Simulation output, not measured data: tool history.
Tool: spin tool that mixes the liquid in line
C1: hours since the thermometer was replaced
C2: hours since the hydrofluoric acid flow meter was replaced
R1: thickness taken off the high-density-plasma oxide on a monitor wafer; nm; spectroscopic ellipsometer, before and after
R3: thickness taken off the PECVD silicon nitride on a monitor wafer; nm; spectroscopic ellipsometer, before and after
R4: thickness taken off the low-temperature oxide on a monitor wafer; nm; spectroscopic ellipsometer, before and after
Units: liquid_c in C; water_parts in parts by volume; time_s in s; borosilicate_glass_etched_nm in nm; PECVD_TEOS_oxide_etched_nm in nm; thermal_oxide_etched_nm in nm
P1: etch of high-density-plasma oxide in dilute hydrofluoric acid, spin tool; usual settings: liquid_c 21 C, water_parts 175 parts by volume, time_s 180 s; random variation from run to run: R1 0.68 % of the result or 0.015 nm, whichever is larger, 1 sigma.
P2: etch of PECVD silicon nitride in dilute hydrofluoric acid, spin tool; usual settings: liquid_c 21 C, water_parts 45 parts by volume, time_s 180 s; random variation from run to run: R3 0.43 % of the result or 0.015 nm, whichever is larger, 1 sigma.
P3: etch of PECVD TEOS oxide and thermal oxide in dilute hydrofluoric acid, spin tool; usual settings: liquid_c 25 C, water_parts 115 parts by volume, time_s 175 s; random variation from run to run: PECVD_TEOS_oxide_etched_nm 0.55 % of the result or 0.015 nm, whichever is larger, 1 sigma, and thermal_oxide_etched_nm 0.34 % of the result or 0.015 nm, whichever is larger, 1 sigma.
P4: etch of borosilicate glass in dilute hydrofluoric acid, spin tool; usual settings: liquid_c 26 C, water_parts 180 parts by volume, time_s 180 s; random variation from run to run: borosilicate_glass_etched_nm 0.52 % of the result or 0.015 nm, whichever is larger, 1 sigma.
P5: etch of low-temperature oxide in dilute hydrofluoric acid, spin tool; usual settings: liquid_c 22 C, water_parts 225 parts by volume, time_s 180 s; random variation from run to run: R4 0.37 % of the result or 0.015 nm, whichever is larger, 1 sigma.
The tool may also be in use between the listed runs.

run 1 hour=5.6 | process=P1 liquid_c=21 water_parts=175 time_s=180 | C1=391.2 C2=581.3 | R1=4.3684
run 2 hour=11.2 | process=P1 liquid_c=21 water_parts=175 time_s=180 | C1=396.8 C2=586.9 | R1=4.3948
run 3 hour=15.7 | process=P4 liquid_c=26 water_parts=180 time_s=180 | C1=401.3 C2=591.4 | borosilicate_glass_etched_nm=19.1370
run 4 hour=24.7 | process=P2 liquid_c=17 water_parts=45 time_s=180 | C1=410.3 C2=600.4 | R3=9.9347
run 5 hour=29.2 | process=P5 liquid_c=22 water_parts=75 time_s=180 | C1=414.8 C2=604.9 | R4=30.1930
run 6 hour=36.2 | process=P2 liquid_c=21 water_parts=45 time_s=180 | C1=421.8 C2=611.9 | R3=13.1310
run 7 hour=42.8 | process=P5 liquid_c=22 water_parts=225 time_s=275 | C1=428.4 C2=618.5 | R4=12.9390
run 8 hour=52.1 | process=P3 liquid_c=25 water_parts=115 time_s=175 | C1=437.7 C2=627.8 | PECVD_TEOS_oxide_etched_nm=20.347 thermal_oxide_etched_nm=7.8239
run 9 hour=58.3 | process=P3 liquid_c=25 water_parts=205 time_s=175 | C1=443.9 C2=634.0 | PECVD_TEOS_oxide_etched_nm=10.280 thermal_oxide_etched_nm=3.9500
run 10 hour=64.6 | process=P1 liquid_c=21 water_parts=175 time_s=280 | C1=450.2 C2=640.3 | R1=6.8383
run 11 hour=72.0 | process=P3 liquid_c=25 water_parts=115 time_s=260 | C1=457.6 C2=647.7 | PECVD_TEOS_oxide_etched_nm=29.774 thermal_oxide_etched_nm=11.6940
run 12 hour=81.3 | process=P1 liquid_c=21 water_parts=75 time_s=180 | C1=466.9 C2=657.0 | R1=11.4090
run 13 hour=87.2 | process=P1 liquid_c=21 water_parts=175 time_s=180 | C1=472.8 C2=662.9 | R1=4.3712
run 14 hour=91.2 | process=P1 liquid_c=21 water_parts=175 time_s=55 | C1=476.8 C2=666.9 | R1=1.3631
run 15 hour=100.3 | process=P3 liquid_c=25 water_parts=115 time_s=175 | C1=485.9 C2=676.0 | PECVD_TEOS_oxide_etched_nm=20.368 thermal_oxide_etched_nm=7.8474
run 16 hour=107.5 | process=P4 liquid_c=26 water_parts=180 time_s=310 | C1=493.1 C2=683.2 | borosilicate_glass_etched_nm=33.0660
run 17 hour=113.5 | process=P4 liquid_c=26 water_parts=310 time_s=180 | C1=499.1 C2=689.2 | borosilicate_glass_etched_nm=9.6199
run 18 hour=117.6 | process=P2 liquid_c=21 water_parts=45 time_s=270 | C1=503.2 C2=693.3 | R3=19.6660
run 19 hour=123.9 | process=P5 liquid_c=28 water_parts=225 time_s=180 | C1=509.5 C2=699.6 | R4=10.5990
run 20 hour=131.9 | process=P1 liquid_c=21 water_parts=290 time_s=180 | C1=517.5 C2=707.6 | R1=2.3492
run 21 hour=140.1 | process=P1 liquid_c=17 water_parts=175 time_s=180 | C1=525.7 C2=715.8 | R1=3.7660
run 22 hour=145.2 | process=P1 liquid_c=21 water_parts=175 time_s=180 | C1=530.8 C2=720.9 | R1=4.3752
run 23 hour=149.9 | process=P1 liquid_c=25 water_parts=175 time_s=55 | C1=535.5 C2=725.6 | R1=1.5356
run 24 hour=154.9 | process=P4 liquid_c=20 water_parts=180 time_s=180 | C1=540.5 C2=730.6 | borosilicate_glass_etched_nm=15.2050
run 25 hour=161.3 | process=P1 liquid_c=28 water_parts=175 time_s=180 | C1=546.9 C2=737.0 | R1=5.6409
run 26 hour=167.0 | process=P1 liquid_c=21 water_parts=175 time_s=180 | C1=552.6 C2=742.7 | R1=4.3403
run 27 hour=171.6 | process=P2 liquid_c=21 water_parts=60 time_s=180 | C1=557.2 C2=747.3 | R3=9.8813
run 28 hour=179.8 | process=P5 liquid_c=22 water_parts=225 time_s=180 | C1=565.4 C2=755.5 | R4=8.5039
run 29 hour=184.4 | process=P4 liquid_c=26 water_parts=180 time_s=180 | C1=570.0 C2=760.1 | borosilicate_glass_etched_nm=19.1530
run 30 hour=190.0 | process=P3 liquid_c=29 water_parts=115 time_s=175 | C1=575.6 C2=765.7 | PECVD_TEOS_oxide_etched_nm=23.594 thermal_oxide_etched_nm=9.1212
run 31 hour=196.5 | process=P1 liquid_c=21 water_parts=175 time_s=180 | C1=582.1 C2=772.2 | R1=4.3525
run 32 hour=200.5 | process=P1 liquid_c=21 water_parts=175 time_s=180 | C1=586.1 C2=776.2 | R1=4.4718
run 33 hour=209.8 | process=P1 liquid_c=21 water_parts=175 time_s=180 | C1=595.4 C2=785.5 | R1=4.5632
run 34 hour=218.9 | process=P1 liquid_c=21 water_parts=175 time_s=180 | C1=604.5 C2=794.6 | R1=4.6892
run 35 hour=227.1 | process=P1 liquid_c=21 water_parts=175 time_s=180 | C1=612.7 C2=802.8 | R1=4.6875
run 36 hour=236.4 | process=P1 liquid_c=21 water_parts=175 time_s=180 | C1=622.0 C2=812.1 | R1=4.7593
run 37 hour=245.0 | process=P1 liquid_c=21 water_parts=175 time_s=180 | C1=630.6 C2=820.7 | R1=4.7927
run 38 hour=250.2 | process=P1 liquid_c=21 water_parts=175 time_s=180 | C1=635.8 C2=825.9 | R1=4.8064
run 39 hour=257.6 | process=P1 liquid_c=21 water_parts=175 time_s=180 | C1=643.2 C2=833.3 | R1=4.7559
run 40 hour=264.5 | process=P1 liquid_c=21 water_parts=175 time_s=180 | C1=650.1 C2=840.2 | R1=4.7348
run 41 hour=272.2 | process=P1 liquid_c=21 water_parts=175 time_s=180 | C1=657.8 C2=847.9 | R1=4.7983

What P1 gives has crept away from where it was. These 2 causes fit the log equally well, each at the size given:
A: liquid hotter than its thermometer reads (K) = 2.29
B: hydrofluoric acid flow above the setpoint (%) = 7.72
The creep began at about hour 196.5.

4 check runs are offered, one wafer each, their results left as question marks. Which one tells the causes apart?
run check 1 hour=279.9 | process=P3 liquid_c=28.5 water_parts=175 time_s=175 | PECVD_TEOS_oxide_etched_nm=? thermal_oxide_etched_nm=?
run check 2 hour=279.9 | process=P4 liquid_c=20.5 water_parts=180 time_s=180 | borosilicate_glass_etched_nm=?
run check 3 hour=279.9 | process=P2 liquid_c=17.5 water_parts=45 time_s=180 | R3=?
run check 4 hour=279.9 | process=P5 liquid_c=22.0 water_parts=160 time_s=180 | R4=?

What each check would give under each cause:
check=check_1 result=PECVD_TEOS_oxide_etched_nm if_A=15.291 if_B=15.427
check=check_1 result=thermal_oxide_etched_nm if_A=5.9278 if_B=5.9805
check=check_2 result=borosilicate_glass_etched_nm if_A=16.9390 if_B=16.9320
check=check_3 result=R3 if_A=12.0060 if_B=10.9830
check=check_4 result=R4 if_A=13.9640 if_B=13.9520
How far apart the two closest causes lie, in the result that separates them most: check 1 0.88 %; check 2 0.04 %; check 3 8.9 %; check 4 0.09 %
Check 3 tells the causes apart: in the others they would give nearly the same result.

Check 3 was then run and gave: R3 11.9950 nm. Which cause is it?

It is A: liquid hotter than its thermometer reads (K).
